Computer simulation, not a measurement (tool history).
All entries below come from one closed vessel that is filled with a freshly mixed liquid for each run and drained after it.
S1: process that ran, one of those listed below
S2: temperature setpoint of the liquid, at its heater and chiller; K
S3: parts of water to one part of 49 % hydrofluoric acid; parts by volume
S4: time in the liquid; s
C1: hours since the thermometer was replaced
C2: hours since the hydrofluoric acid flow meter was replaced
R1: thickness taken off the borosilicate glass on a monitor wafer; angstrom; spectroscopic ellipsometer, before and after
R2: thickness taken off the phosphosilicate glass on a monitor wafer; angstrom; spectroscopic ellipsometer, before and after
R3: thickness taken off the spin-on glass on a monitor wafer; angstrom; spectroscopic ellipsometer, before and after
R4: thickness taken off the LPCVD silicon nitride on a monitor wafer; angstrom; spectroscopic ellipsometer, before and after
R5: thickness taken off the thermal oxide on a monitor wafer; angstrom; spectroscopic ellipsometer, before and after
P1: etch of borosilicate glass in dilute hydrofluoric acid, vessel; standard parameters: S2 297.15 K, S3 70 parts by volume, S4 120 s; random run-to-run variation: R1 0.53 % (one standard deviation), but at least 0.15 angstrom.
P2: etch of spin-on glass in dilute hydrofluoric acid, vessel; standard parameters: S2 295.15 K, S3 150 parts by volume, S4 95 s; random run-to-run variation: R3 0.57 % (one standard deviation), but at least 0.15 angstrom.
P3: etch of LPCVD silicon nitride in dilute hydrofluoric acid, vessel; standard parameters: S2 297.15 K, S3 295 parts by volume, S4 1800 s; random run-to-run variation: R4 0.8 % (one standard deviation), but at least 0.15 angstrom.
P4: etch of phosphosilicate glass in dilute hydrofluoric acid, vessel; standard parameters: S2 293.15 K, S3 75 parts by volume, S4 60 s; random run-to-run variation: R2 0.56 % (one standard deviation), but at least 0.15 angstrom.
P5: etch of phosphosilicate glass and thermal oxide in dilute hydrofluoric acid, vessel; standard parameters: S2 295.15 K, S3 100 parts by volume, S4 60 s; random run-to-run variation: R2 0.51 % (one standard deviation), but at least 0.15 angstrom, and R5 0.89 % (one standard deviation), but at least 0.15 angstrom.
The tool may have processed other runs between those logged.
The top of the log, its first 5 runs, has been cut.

run,hour,S1,S2,S3,S4,C1,C2,R1,R2,R3,R4,R5
6,71.4,P3,297.15,470,1800,22.8,594.1,,,,20.816,
7,83.6,P1,297.15,20,120,35.0,606.3,1428.50,,,,
8,93.8,P2,295.15,245,95,45.2,616.5,,,136.98,,
9,107.4,P4,293.15,125,60,58.8,630.1,,452.17,,,
10,119.1,P5,295.15,150,60,70.5,641.8,,321.40,,,15.859
11,127.5,P1,297.15,70,120,78.9,650.2,377.63,,,,
12,146.4,P2,295.15,150,95,97.8,669.1,,,244.22,,
# hour 154.9: hydrofluoric acid flow meter replaced
13,157.2,P1,304.15,70,200,108.6,2.4,826.47,,,,
14,168.3,P4,293.15,75,60,119.7,13.5,,798.77,,,
15,184.8,P5,295.15,100,100,136.2,30.0,,838.74,,,42.010
16,193.2,P1,297.15,70,120,144.6,38.4,378.58,,,,
17,206.2,P3,297.15,295,3235,157.6,51.4,,,,59.934,
18,218.5,P5,295.15,100,60,169.9,63.7,,505.05,,,25.285
19,232.4,P1,291.65,70,120,183.8,77.6,297.91,,,,
20,249.1,P5,301.15,100,60,200.5,94.3,,644.96,,,31.364
21,258.9,P1,303.15,30,120,210.3,104.1,1184.30,,,,
22,274.0,P1,297.15,70,120,225.4,119.2,377.66,,,,
23,289.9,P2,299.65,150,95,241.3,135.1,,,290.08,,

Run 24 comes next. What will it give?
24,300.1,P4,293.15,75,60,251.5,145.3,,?,,,

R2: 800.55 angstrom
